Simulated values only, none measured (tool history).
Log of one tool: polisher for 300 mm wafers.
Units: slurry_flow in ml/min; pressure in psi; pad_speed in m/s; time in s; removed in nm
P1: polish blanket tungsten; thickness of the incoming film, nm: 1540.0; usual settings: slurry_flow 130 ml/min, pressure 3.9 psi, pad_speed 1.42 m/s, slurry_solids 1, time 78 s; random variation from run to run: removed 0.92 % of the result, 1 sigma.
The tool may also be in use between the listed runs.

run,day,slurry_flow,pressure,pad_speed,slurry_solids,time,wafers polished on this pad,hours since the slurry nozzle was cleaned,hours since the head pressure was calibrated,hours since the slurry blender was calibrated,hours since the slurry got fresh peroxide,removed
1,0.217,130,3.9,1.42,1,78,795,193.7,278.5,134.1,37.7,466.42
2,0.5,130,3.9,1.8,1.35,78,841,200.5,285.3,140.9,44.5,629.6
3,0.662,130,3.9,1.42,1,78,867,204.4,289.2,144.8,48.4,464.54
4,0.825,130,3.9,1.42,1,119,893,208.3,293.1,148.7,52.3,690.62
5,1.067,130,3.9,1.42,1,58,932,214.1,298.9,154.5,58.1,344.59
6,1.229,130,3.9,1.42,0.5,78,959,218,302.8,158.4,62,392.36
7,1.5,80,3.9,1.42,1,78,1003,224.5,309.3,164.9,68.5,406.63
8,1.75,130,6.2,1.42,1,78,1043,230.5,315.3,170.9,74.5,733.96
# day 1.833: slurry tank refilled with fresh slurry and peroxide
9,2.008,130,3.9,1.78,1,78,1085,236.7,321.5,177.1,4.3,574.93
10,2.146,130,3.9,0.9,1,78,1107,240,324.8,180.4,7.6,290.46
11,2.429,130,3.9,2,1,39,1153,246.8,331.6,187.2,14.4,325.54
12,2.65,130,3.9,1.42,1,78,1189,252.1,336.9,192.5,19.7,455.3
# day 2.771: worn pad replaced by a new one
13,2.821,130,2.4,1.42,1,78,8,256.2,341,196.6,23.8,279.79
14,3.067,130,3.9,1.42,1,78,48,262.1,346.9,202.5,29.7,460.31
15,3.208,130,4.8,1.42,1,120,71,265.5,350.3,205.9,33.1,870.36
# day 3.279: slurry nozzle cleaned
16,3.479,170,3.9,1.42,1,78,114,4.9,356.8,212.4,39.6,484.03
17,3.729,130,3.9,1.42,1.25,78,155,10.9,362.8,218.4,45.6,479.35
18,3.908,130,3.9,1.42,1,78,184,15.2,367.1,222.7,49.9,453
19,4.188,130,3.9,1.42,1,78,229,21.9,373.8,229.4,56.6,448.69
20,4.346,130,3.9,1.42,1,78,255,25.7,377.6,233.2,60.4,441.34
21,4.492,130,3.9,1.42,1,78,279,29.2,381.1,236.7,63.9,435.97
# day 4.625: slurry blender recalibrated
22,4.708,130,3.9,1.42,1,78,314,34.4,386.3,2,69.1,430.42
# day 4.908: worn pad replaced by a new one
23,4.958,130,3.9,1.42,1,78,8,40.4,392.3,8,75.1,423.79
24,5.088,130,3.9,1.42,1,78,29,43.5,395.4,11.1,78.2,424.42
# day 5.154: slurry tank refilled with fresh slurry and peroxide
25,5.312,130,3.9,1.42,1,78,65,48.9,400.8,16.5,3.9,423.15
26,5.554,130,3.9,1.42,1,78,104,54.7,406.6,22.3,9.7,426.91
27,5.679,130,3.9,1.42,1,78,125,57.7,409.6,25.3,12.7,428.76

What P1 gives has crept away from where it was. These 2 causes fit the log equally well, each at the size given:
A: slurry flow missing at the pad, % = 29.5
B: head's pressure below its setpoint, % = 7.8
The creep began at about day 3.908.
Why every other cause is out:
removal rate lost through wear of the pad, %: serviced at day 4.908, which brought nothing back
abrasive missing from the slurry, %: serviced at day 4.625, which brought nothing back
peroxide lost from the slurry, %: serviced at day 5.154, which brought nothing back

4 check runs are offered, each on 3 wafers whose results are averaged, their results left as question marks. Which one tells the causes apart?
check 1,5.804,130,3.9,1.42,1,97,,,,,,?
check 2,5.804,130,6.1,1.42,1,97,,,,,,?
check 3,5.804,80,3.9,1.42,0.75,78,,,,,,?
check 4,5.804,130,3.9,1.42,0.55,78,,,,,,?

What each check would give under each cause:
check,result,if A,if B
check 1,removed,527.65,527.67
check 2,removed,825.29,825.33
check 3,removed,337.32,351.83
check 4,removed,369.9,369.92
How far apart the two closest causes lie, in the result that separates them most: check 1 0 %; check 2 0 %; check 3 4.21 %; check 4 0 %
Check 3 tells the causes apart: in the others they would give nearly the same result.

Then check 3 was run and gave: removed 339.01 nm. Which cause is it?

It is A: slurry flow missing at the pad, %.
